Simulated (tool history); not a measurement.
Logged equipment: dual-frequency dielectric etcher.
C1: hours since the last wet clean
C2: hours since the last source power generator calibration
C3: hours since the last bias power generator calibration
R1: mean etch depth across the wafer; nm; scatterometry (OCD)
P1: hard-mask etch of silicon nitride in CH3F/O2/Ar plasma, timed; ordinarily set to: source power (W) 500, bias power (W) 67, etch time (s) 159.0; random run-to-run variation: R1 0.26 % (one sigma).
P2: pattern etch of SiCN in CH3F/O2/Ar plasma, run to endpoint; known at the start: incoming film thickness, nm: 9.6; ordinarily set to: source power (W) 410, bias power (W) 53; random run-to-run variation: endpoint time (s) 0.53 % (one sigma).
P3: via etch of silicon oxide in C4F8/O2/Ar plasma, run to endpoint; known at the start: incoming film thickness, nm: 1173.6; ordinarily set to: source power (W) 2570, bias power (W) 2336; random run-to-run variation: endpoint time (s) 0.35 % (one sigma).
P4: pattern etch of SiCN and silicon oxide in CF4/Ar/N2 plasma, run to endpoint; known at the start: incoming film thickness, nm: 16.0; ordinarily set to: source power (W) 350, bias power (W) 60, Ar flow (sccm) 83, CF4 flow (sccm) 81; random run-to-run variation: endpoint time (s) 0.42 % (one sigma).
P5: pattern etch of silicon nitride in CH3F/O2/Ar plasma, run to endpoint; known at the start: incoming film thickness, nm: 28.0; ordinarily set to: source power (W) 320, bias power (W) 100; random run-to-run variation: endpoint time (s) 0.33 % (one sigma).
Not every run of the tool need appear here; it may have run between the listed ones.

run 1 hour=9.8 | process_that_ran=P1 source_power_(W)=500 bias_power_(W)=67 etch_time_(s)=159.0 | C1=337.4 C2=1301.8 C3=1541.7 | R1=116.810
run 2 hour=17.7 | process_that_ran=P2 source_power_(W)=410 bias_power_(W)=66 | C1=345.3 C2=1309.7 C3=1549.6 | endpoint_time_(s)=26.341
run 3 hour=30.2 | process_that_ran=P4 source_power_(W)=280 bias_power_(W)=60 Ar_flow_(sccm)=83 CF4_flow_(sccm)=81 | C1=357.8 C2=1322.2 C3=1562.1 | endpoint_time_(s)=29.379
run 4 hour=44.4 | process_that_ran=P2 source_power_(W)=410 bias_power_(W)=53 | C1=372.0 C2=1336.4 C3=1576.3 | endpoint_time_(s)=28.495
run 5 hour=57.6 | process_that_ran=P1 source_power_(W)=500 bias_power_(W)=67 etch_time_(s)=159.0 | C1=385.2 C2=1349.6 C3=1589.5 | R1=116.640
run 6 hour=70.7 | process_that_ran=P1 source_power_(W)=500 bias_power_(W)=67 etch_time_(s)=159.0 | C1=398.3 C2=1362.7 C3=1602.6 | R1=116.060
run 7 hour=86.3 | process_that_ran=P1 source_power_(W)=360 bias_power_(W)=67 etch_time_(s)=222.0 | C1=413.9 C2=1378.3 C3=1618.2 | R1=143.830
run 8 hour=97.7 | process_that_ran=P3 source_power_(W)=2570 bias_power_(W)=3126 | C1=425.3 C2=1389.7 C3=1629.6 | endpoint_time_(s)=183.680
run 9 hour=106.6 | process_that_ran=P5 source_power_(W)=220 bias_power_(W)=100 | C1=434.2 C2=1398.6 C3=1638.5 | endpoint_time_(s)=46.231
run 10 hour=120.7 | process_that_ran=P1 source_power_(W)=500 bias_power_(W)=67 etch_time_(s)=222.0 | C1=448.3 C2=1412.7 C3=1652.6 | R1=162.040
run 11 hour=131.0 | process_that_ran=P2 source_power_(W)=300 bias_power_(W)=53 | C1=458.6 C2=1423.0 C3=1662.9 | endpoint_time_(s)=31.965
run 12 hour=144.1 | process_that_ran=P1 source_power_(W)=500 bias_power_(W)=53 etch_time_(s)=159.0 | C1=471.7 C2=1436.1 C3=1676.0 | R1=108.090
run 13 hour=157.8 | process_that_ran=P4 source_power_(W)=350 bias_power_(W)=60 Ar_flow_(sccm)=83 CF4_flow_(sccm)=48 | C1=485.4 C2=1449.8 C3=1689.7 | endpoint_time_(s)=26.157
run 14 hour=167.7 | process_that_ran=P4 source_power_(W)=350 bias_power_(W)=60 Ar_flow_(sccm)=83 CF4_flow_(sccm)=81 | C1=495.3 C2=1459.7 C3=1699.6 | endpoint_time_(s)=23.987
run 15 hour=180.3 | process_that_ran=P1 source_power_(W)=340 bias_power_(W)=67 etch_time_(s)=159.0 | C1=507.9 C2=1472.3 C3=1712.2 | R1=100.240
run 16 hour=188.4 | process_that_ran=P5 source_power_(W)=320 bias_power_(W)=63 | C1=516.0 C2=1480.4 C3=1720.3 | endpoint_time_(s)=47.381
run 17 hour=198.7 | process_that_ran=P1 source_power_(W)=500 bias_power_(W)=80 etch_time_(s)=217.5 | C1=526.3 C2=1490.7 C3=1730.6 | R1=168.100
run 18 hour=206.8 | process_that_ran=P4 source_power_(W)=350 bias_power_(W)=78 Ar_flow_(sccm)=83 CF4_flow_(sccm)=81 | C1=534.4 C2=1498.8 C3=1738.7 | endpoint_time_(s)=22.202
run 19 hour=216.5 | process_that_ran=P5 source_power_(W)=320 bias_power_(W)=100 | C1=544.1 C2=1508.5 C3=1748.4 | endpoint_time_(s)=39.737
run 20 hour=228.9 | process_that_ran=P1 source_power_(W)=500 bias_power_(W)=67 etch_time_(s)=159.0 | C1=556.5 C2=1520.9 C3=1760.8 | R1=116.700
run 21 hour=238.8 | process_that_ran=P4 source_power_(W)=350 bias_power_(W)=60 Ar_flow_(sccm)=115 CF4_flow_(sccm)=81 | C1=566.4 C2=1530.8 C3=1770.7 | endpoint_time_(s)=25.392
run 22 hour=252.1 | process_that_ran=P1 source_power_(W)=500 bias_power_(W)=67 etch_time_(s)=159.0 | C1=579.7 C2=1544.1 C3=1784.0 | R1=116.180
run 23 hour=265.9 | process_that_ran=P3 source_power_(W)=2570 bias_power_(W)=2336 | C1=593.5 C2=1557.9 C3=1797.8 | endpoint_time_(s)=201.400
run 24 hour=279.2 | process_that_ran=P1 source_power_(W)=630 bias_power_(W)=67 etch_time_(s)=159.0 | C1=606.8 C2=1571.2 C3=1811.1 | R1=126.910
run 25 hour=289.1 | process_that_ran=P1 source_power_(W)=500 bias_power_(W)=84 etch_time_(s)=159.0 | C1=616.7 C2=1581.1 C3=1821.0 | R1=125.840
run 26 hour=302.0 | process_that_ran=P3 source_power_(W)=2570 bias_power_(W)=2336 | C1=629.6 C2=1594.0 C3=1833.9 | endpoint_time_(s)=201.080
run 27 hour=313.3 | process_that_ran=P1 source_power_(W)=500 bias_power_(W)=67 etch_time_(s)=100.5 | C1=640.9 C2=1605.3 C3=1845.2 | R1=73.598
run 28 hour=325.0 | process_that_ran=P3 source_power_(W)=3240 bias_power_(W)=2336 | C1=652.6 C2=1617.0 C3=1856.9 | endpoint_time_(s)=184.620

The next listed run, before its measurement:
run 29 hour=333.1 | process_that_ran=P1 source_power_(W)=500 bias_power_(W)=67 etch_time_(s)=159.0 | C1=660.7 C2=1625.1 C3=1865.0 | R1=?

{"run 29": {"R1": 116.05}}

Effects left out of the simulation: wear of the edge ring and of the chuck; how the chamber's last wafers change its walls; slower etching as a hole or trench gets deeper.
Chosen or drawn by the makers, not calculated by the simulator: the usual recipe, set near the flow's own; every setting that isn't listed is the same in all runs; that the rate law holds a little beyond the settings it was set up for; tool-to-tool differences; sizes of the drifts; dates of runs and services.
